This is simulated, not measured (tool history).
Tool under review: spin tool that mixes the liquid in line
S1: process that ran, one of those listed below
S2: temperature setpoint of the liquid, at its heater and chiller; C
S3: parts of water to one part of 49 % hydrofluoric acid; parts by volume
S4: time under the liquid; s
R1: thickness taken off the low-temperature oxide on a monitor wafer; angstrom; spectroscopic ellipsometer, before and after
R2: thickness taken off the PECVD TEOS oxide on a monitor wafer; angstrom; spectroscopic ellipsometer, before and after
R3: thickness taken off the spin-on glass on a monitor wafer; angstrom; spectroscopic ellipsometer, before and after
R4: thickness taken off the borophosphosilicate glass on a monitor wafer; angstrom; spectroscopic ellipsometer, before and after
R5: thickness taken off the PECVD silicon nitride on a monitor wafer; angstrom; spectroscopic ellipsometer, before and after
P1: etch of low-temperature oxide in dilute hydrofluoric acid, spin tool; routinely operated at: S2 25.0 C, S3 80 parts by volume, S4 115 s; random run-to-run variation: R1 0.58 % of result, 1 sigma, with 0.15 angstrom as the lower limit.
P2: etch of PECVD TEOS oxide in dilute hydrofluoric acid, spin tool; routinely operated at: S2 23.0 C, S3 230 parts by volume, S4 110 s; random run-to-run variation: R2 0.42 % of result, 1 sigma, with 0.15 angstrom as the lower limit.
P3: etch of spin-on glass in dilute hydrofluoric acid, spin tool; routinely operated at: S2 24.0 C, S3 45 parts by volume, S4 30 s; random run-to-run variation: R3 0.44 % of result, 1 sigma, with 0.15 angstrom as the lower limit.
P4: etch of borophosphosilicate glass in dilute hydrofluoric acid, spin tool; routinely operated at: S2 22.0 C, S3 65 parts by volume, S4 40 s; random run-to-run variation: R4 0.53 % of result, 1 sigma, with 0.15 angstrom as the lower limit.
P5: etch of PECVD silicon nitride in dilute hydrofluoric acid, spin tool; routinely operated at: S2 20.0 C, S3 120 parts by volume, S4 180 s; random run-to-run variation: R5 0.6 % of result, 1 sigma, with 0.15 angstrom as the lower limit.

Run 1, day 0.442: S1 P1, S2 25.0 C, S3 80 parts by volume, S4 115 s. Result: R1 175.470 angstrom.
Run 2, day 0.917: S1 P2, S2 23.0 C, S3 230 parts by volume, S4 110 s. Result: R2 58.817 angstrom.
Run 3, day 1.621: S1 P1, S2 18.5 C, S3 80 parts by volume, S4 70 s. Result: R1 81.611 angstrom.
Run 4, day 2.333: S1 P3, S2 24.0 C, S3 45 parts by volume, S4 55 s. Result: R3 557.74 angstrom.
Run 5, day 2.742: S1 P1, S2 25.0 C, S3 120 parts by volume, S4 115 s. Result: R1 111.690 angstrom.
Run 6, day 3.250: S1 P4, S2 22.0 C, S3 65 parts by volume, S4 20 s. Result: R4 145.89 angstrom.
Run 7, day 3.788: S1 P5, S2 20.0 C, S3 120 parts by volume, S4 180 s. Result: R5 39.892 angstrom.
Run 8, day 4.138: S1 P3, S2 24.0 C, S3 30 parts by volume, S4 30 s. Result: R3 469.57 angstrom.
Run 9, day 4.929: S1 P5, S2 20.0 C, S3 120 parts by volume, S4 180 s. Result: R5 39.812 angstrom.
Run 10, day 5.683: S1 P1, S2 29.5 C, S3 125 parts by volume, S4 115 s. Result: R1 127.560 angstrom.
Run 11, day 6.317: S1 P5, S2 26.5 C, S3 120 parts by volume, S4 180 s. Result: R5 61.972 angstrom.
Run 12, day 6.971: S1 P1, S2 25.0 C, S3 80 parts by volume, S4 115 s. Result: R1 175.880 angstrom.
Run 13, day 7.588: S1 P2, S2 23.0 C, S3 230 parts by volume, S4 210 s. Result: R2 110.860 angstrom.
At day 8.054: thermometer replaced.
Run 14, day 8.162: S1 P1, S2 25.0 C, S3 80 parts by volume, S4 115 s. Result: R1 176.590 angstrom.
Run 15, day 8.596: S1 P1, S2 25.0 C, S3 25 parts by volume, S4 115 s. Result: R1 605.870 angstrom.
Run 16, day 9.233: S1 P5, S2 20.0 C, S3 120 parts by volume, S4 315 s. Result: R5 70.548 angstrom.
Run 17, day 9.754: S1 P1, S2 20.5 C, S3 80 parts by volume, S4 115 s. Result: R1 147.930 angstrom.
Run 18, day 10.358: S1 P2, S2 17.0 C, S3 230 parts by volume, S4 110 s. Result: R2 46.555 angstrom.
Run 19, day 10.975: S1 P1, S2 30.5 C, S3 80 parts by volume, S4 115 s. Result: R1 217.810 angstrom.
Run 20, day 11.688: S1 P4, S2 22.0 C, S3 65 parts by volume, S4 40 s. Result: R4 288.26 angstrom.
Run 21, day 12.300: S1 P3, S2 31.5 C, S3 45 parts by volume, S4 30 s. Result: R3 411.35 angstrom.
Run 22, day 12.750: S1 P1, S2 25.0 C, S3 80 parts by volume, S4 215 s. Result: R1 328.920 angstrom.
Run 23, day 13.350: S1 P2, S2 23.0 C, S3 115 parts by volume, S4 110 s. Result: R2 132.930 angstrom.
Run 24, day 13.754: S1 P4, S2 17.0 C, S3 65 parts by volume, S4 40 s. Result: R4 235.21 angstrom.

Expected results for the next run?
Run 25, day 14.104: S1 P1, S2 25.0 C, S3 80 parts by volume, S4 115 s. Result: R1 ?.

R1: 177.030 angstrom

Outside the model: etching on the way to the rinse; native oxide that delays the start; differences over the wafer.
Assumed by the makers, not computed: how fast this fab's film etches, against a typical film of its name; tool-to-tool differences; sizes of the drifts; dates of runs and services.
